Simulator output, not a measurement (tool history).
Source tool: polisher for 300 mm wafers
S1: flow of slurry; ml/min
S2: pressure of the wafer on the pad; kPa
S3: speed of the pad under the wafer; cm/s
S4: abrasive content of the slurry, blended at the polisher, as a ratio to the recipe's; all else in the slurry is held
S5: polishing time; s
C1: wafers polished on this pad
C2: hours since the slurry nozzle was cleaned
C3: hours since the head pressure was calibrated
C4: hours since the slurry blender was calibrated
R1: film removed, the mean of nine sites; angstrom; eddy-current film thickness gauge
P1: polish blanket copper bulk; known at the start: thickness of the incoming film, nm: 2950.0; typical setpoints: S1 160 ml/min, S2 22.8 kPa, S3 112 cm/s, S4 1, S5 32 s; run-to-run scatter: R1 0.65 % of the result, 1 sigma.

run 1 hour=5.1 | S1=160 S2=22.8 S3=112 S4=1 S5=32 | C1=741 C2=95.1 C3=601.5 C4=94.2 | R1=4566.4
run 2 hour=12.1 | S1=225 S2=22.8 S3=112 S4=1 S5=32 | C1=827 C2=102.1 C3=608.5 C4=101.2 | R1=4837.2
run 3 hour=18.4 | S1=160 S2=22.8 S3=112 S4=1 S5=32 | C1=905 C2=108.4 C3=614.8 C4=107.5 | R1=4621.9
run 4 hour=23.6 | S1=160 S2=22.8 S3=112 S4=0.6 S5=32 | C1=969 C2=113.6 C3=620 C4=112.7 | R1=4061.7
run 5 hour=30.6 | S1=160 S2=33.1 S3=112 S4=1 S5=32 | C1=1055 C2=120.6 C3=627 C4=119.7 | R1=6636.5
run 6 hour=38.1 | S1=160 S2=22.8 S3=112 S4=1 S5=32 | C1=1148 C2=128.1 C3=634.5 C4=127.2 | R1=4608.4
run 7 hour=43.9 | S1=160 S2=22.8 S3=112 S4=1.4 S5=32 | C1=1219 C2=133.9 C3=640.3 C4=133 | R1=4978.6
run 8 hour=50.9 | S1=160 S2=22.8 S3=112 S4=1 S5=32 | C1=1305 C2=140.9 C3=647.3 C4=140 | R1=4647.4
run 9 hour=56.9 | S1=160 S2=10.3 S3=112 S4=1 S5=32 | C1=1379 C2=146.9 C3=653.3 C4=146 | R1=2074.7
run 10 hour=61.1 | S1=160 S2=22.8 S3=176 S4=1 S5=32 | C1=1431 C2=151.1 C3=657.5 C4=150.2 | R1=7228.1
run 11 hour=66 | S1=160 S2=22.8 S3=112 S4=1 S5=20 | C1=1491 C2=156 C3=662.4 C4=155.1 | R1=2850
run 12 hour=72.8 | S1=160 S2=22.8 S3=58 S4=1 S5=32 | C1=1575 C2=162.8 C3=669.2 C4=161.9 | R1=2379.8
run 13 hour=79.9 | S1=95 S2=22.8 S3=112 S4=1 S5=32 | C1=1663 C2=169.9 C3=676.3 C4=169 | R1=4128.6
run 14 hour=86.2 | S1=160 S2=22.8 S3=112 S4=1 S5=46 | C1=1740 C2=176.2 C3=682.6 C4=175.3 | R1=6582.4
run 15 hour=92.8 | S1=160 S2=22.8 S3=64 S4=1 S5=22 | C1=1822 C2=182.8 C3=689.2 C4=181.9 | R1=1809.4
run 16 hour=98.6 | S1=225 S2=22.8 S3=86 S4=1 S5=32 | C1=1893 C2=188.6 C3=695 C4=187.7 | R1=3699.4
run 17 hour=102 | S1=160 S2=22.8 S3=112 S4=1 S5=32 | C1=1935 C2=192 C3=698.4 C4=191.1 | R1=4604
run 18 hour=106.7 | S1=160 S2=22.8 S3=112 S4=1 S5=32 | C1=1993 C2=196.7 C3=703.1 C4=195.8 | R1=4547.6
run 19 hour=113.5 | S1=160 S2=22.8 S3=112 S4=1 S5=32 | C1=2077 C2=203.5 C3=709.9 C4=202.6 | R1=4333.7
run 20 hour=119.3 | S1=160 S2=22.8 S3=112 S4=1 S5=32 | C1=2148 C2=209.3 C3=715.7 C4=208.4 | R1=4270.5
-- hour=121.8 worn pad replaced by a new one
run 21 hour=123.6 | S1=160 S2=22.8 S3=112 S4=1 S5=32 | C1=23 C2=213.6 C3=720 C4=212.7 | R1=4201.7
run 22 hour=131.1 | S1=160 S2=22.8 S3=112 S4=1 S5=32 | C1=115 C2=221.1 C3=727.5 C4=220.2 | R1=4123.1
-- hour=131.9 slurry blender recalibrated
run 23 hour=136.8 | S1=160 S2=22.8 S3=112 S4=1 S5=32 | C1=185 C2=226.8 C3=733.2 C4=4.9 | R1=4158.5
run 24 hour=141.9 | S1=160 S2=22.8 S3=112 S4=1 S5=32 | C1=248 C2=231.9 C3=738.3 C4=10 | R1=4171.3

Something has made what P1 gives creep away from where it was; the 2 causes below, each at its own stated size, fit the log equally well:
A: slurry flow missing at the pad, % = 39.4
B: head's pressure below its setpoint, % = 9.86
The gradual shift began around hour 106.7.
Why every other cause is out:
removal rate lost through wear of the pad, %: work on it at hour 121.8, done after the drift set in, did not restore what the process gave before
abrasive missing from the slurry, %: work on it at hour 131.9, done after the drift set in, did not restore what the process gave before

4 check runs are offered, one wafer each, their results left as question marks. Which one tells the causes apart?
run check 1 hour=147 | S1=160 S2=22.8 S3=136 S4=1 S5=32 | R1=?
run check 2 hour=147 | S1=160 S2=22.8 S3=112 S4=1.2 S5=32 | R1=?
run check 3 hour=147 | S1=160 S2=22.8 S3=112 S4=1.25 S5=32 | R1=?
run check 4 hour=147 | S1=105 S2=22.8 S3=112 S4=1 S5=32 | R1=?

If the cause were each of the candidates in turn, the checks would give the following:
check=check_1 result=R1 if_A=5028 if_B=5028.5
check=check_2 result=R1 if_A=4307.5 if_B=4307.9
check=check_3 result=R1 if_A=4346.2 if_B=4346.7
check=check_4 result=R1 if_A=3633.6 if_B=3807.1
Minimum pairwise separation of causes per check, each pair taken at its best-separating result: check 1 0.01 %; check 2 0.01 %; check 3 0.01 %; check 4 4.66 %
Only in check 4 would the causes give clearly different results; in the remaining checks their results would be nearly the same.

Check 4 was carried out, with these results: R1 3790.5 angstrom. Which of the listed causes is responsible?

B is the cause: head's pressure below its setpoint, %.

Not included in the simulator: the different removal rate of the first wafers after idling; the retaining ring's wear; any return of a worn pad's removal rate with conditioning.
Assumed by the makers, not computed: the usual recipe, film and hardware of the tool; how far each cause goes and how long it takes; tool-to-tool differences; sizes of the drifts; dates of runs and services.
